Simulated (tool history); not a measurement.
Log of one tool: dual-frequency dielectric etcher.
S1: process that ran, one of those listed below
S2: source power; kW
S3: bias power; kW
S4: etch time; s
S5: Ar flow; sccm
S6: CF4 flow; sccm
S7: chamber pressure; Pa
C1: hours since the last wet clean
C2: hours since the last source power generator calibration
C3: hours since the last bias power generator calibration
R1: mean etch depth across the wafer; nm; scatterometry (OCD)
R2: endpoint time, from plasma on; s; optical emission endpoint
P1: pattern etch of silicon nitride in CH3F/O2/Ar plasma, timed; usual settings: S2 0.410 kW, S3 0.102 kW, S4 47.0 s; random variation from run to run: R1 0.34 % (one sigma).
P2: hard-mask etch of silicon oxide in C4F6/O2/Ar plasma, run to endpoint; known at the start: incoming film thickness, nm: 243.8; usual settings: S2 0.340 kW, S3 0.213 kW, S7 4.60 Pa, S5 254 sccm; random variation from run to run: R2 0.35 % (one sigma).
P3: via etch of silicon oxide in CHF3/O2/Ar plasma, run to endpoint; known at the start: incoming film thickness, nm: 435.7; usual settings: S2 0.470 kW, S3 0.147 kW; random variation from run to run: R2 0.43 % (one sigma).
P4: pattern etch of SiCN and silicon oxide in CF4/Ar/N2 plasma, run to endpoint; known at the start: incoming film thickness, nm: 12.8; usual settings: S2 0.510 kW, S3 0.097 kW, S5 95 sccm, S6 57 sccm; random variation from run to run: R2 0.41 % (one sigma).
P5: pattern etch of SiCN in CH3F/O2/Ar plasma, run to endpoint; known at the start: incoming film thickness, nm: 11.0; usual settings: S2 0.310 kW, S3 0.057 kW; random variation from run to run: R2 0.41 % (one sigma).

run   hour  S1     S2     S3    S4   S5  S6    S7     C1     C2     C3      R1        R2
  1    6.5  P1  0.410  0.102  47.0                 100.6  563.4  593.3  37.369
  2   13.6  P1  0.410  0.059  47.0                 107.7  570.5  600.4  30.860
  3   18.9  P5  0.310  0.057                       113.0  575.8  605.7           34.2360
  4   24.6  P3  0.470  0.147                       118.7  581.5  611.4          259.4800
  5   31.6  P1  0.410  0.130  47.0                 125.7  588.5  618.4  41.006
  6   37.1  P1  0.410  0.102  47.0                 131.2  594.0  623.9  37.373
  7   43.1  P3  0.470  0.114                       137.2  600.0  629.9          286.2100
  8   50.8  P4  0.510  0.097         95  57        144.9  607.7  637.6           12.3110
  9   55.8  P2  0.340  0.157        254      4.60  149.9  612.7  642.6           86.1320
 10   63.0  P2  0.340  0.213        331      4.60  157.1  619.9  649.8           79.7130
 11   66.8  P2  0.230  0.213        254      4.60  160.9  623.7  653.6           89.9680
 12   73.9  P4  0.510  0.097         95  34        168.0  630.8  660.7           13.2540
 13   78.5  P1  0.300  0.102  47.0                 172.6  635.4  665.3  33.350
 14   84.0  P5  0.310  0.057                       178.1  640.9  670.8           33.9600
 15   90.3  P1  0.410  0.102  32.5                 184.4  647.2  677.1  25.957
 16   94.8  P1  0.410  0.102  47.0                 188.9  651.7  681.6  37.598
 17   99.5  P1  0.410  0.102  57.5                 193.6  656.4  686.3  45.825
 18  104.8  P4  0.510  0.097        124  57        198.9  661.7  691.6           12.7980
 19  112.0  P4  0.690  0.097         95  57        206.1  668.9  698.8            9.4495
 20  119.6  P2  0.340  0.213        254      5.53  213.7  676.5  706.4           79.0440
 21  126.8  P1  0.410  0.102  47.0                 220.9  683.7  713.6  37.269
 22  130.6  P3  0.600  0.147                       224.7  687.5  717.4          237.4100
 23  137.7  P1  0.410  0.102  47.0                 231.8  694.6  724.5  37.258
 24  142.4  P5  0.310  0.036                       236.5  699.3  729.2           39.7010
 25  148.5  P5  0.370  0.057                       242.6  705.4  735.3           32.1720
 26  156.3  P1  0.410  0.143  29.5                 250.4  713.2  743.1  26.682
 27  164.5  P1  0.410  0.102  47.0                 258.6  721.4  751.3  37.605
 28  168.7  P4  0.510  0.071         95  57        262.8  725.6  755.5           13.7930
 29  176.5  P2  0.340  0.213        254      4.60  270.6  733.4  763.3           77.8900
 30  182.6  P1  0.570  0.102  47.0                 276.7  739.5  769.4  42.349
 31  187.1  P3  0.470  0.147                       281.2  744.0  773.9          257.3000
 32  193.9  P1  0.410  0.102  47.0                 288.0  750.8  780.7  37.580
 33  198.7  P1  0.410  0.102  47.0                 292.8  755.6  785.5  37.200
 34  205.0  P1  0.410  0.102  47.0                 299.1  761.9  791.8  37.116
 35  212.6  P1  0.410  0.102  47.0                 306.7  769.5  799.4  36.793
 36  217.6  P1  0.410  0.102  47.0                 311.7  774.5  804.4  36.635
     219.1  -- wet clean of the chamber
 37  221.2  P1  0.410  0.102  47.0                   2.2  778.1  808.0  36.913
 38  225.9  P1  0.410  0.102  47.0                   6.9  782.8  812.7  36.678
 39  233.9  P1  0.410  0.102  47.0                  14.9  790.8  820.7  36.673

What P1 gives has crept away from where it was. These 2 causes fit the log equally well, each at the size given:
A: source power that arrives under what is set, % = 4.5
B: bias power that arrives under what is set, % = 4.57
The creep began at about hour 193.9.
Why every other cause is out:
chamber walls in a state that lowers the etch rate, %: serviced at hour 219.1, which brought nothing back

4 check runs are offered, each on 2 wafers whose results are averaged, their results left as question marks. Which one tells the causes apart?
check 1  241.9  P5  0.310  0.057                                      ?
check 2  241.9  P3  0.470  0.147                                      ?
check 3  241.9  P2  0.340  0.213      254      4.60                   ?
check 4  241.9  P4  0.510  0.097       95  57                         ?

What each check would give under each cause:
  check  result      if A      if B
check 1      R2   34.8170   34.7630
check 2      R2  265.3400  264.6900
check 3      R2   79.0390   78.8590
check 4      R2   12.8280   12.5320
How far apart the two closest causes lie, in the result that separates them most: check 1 0.16 %; check 2 0.24 %; check 3 0.23 %; check 4 2.33 %
Check 4 tells the causes apart: in the others they would give nearly the same result.

Then check 4 was run and gave: R2 12.5710 s. Which cause is it?

It is B: bias power that arrives under what is set, %.

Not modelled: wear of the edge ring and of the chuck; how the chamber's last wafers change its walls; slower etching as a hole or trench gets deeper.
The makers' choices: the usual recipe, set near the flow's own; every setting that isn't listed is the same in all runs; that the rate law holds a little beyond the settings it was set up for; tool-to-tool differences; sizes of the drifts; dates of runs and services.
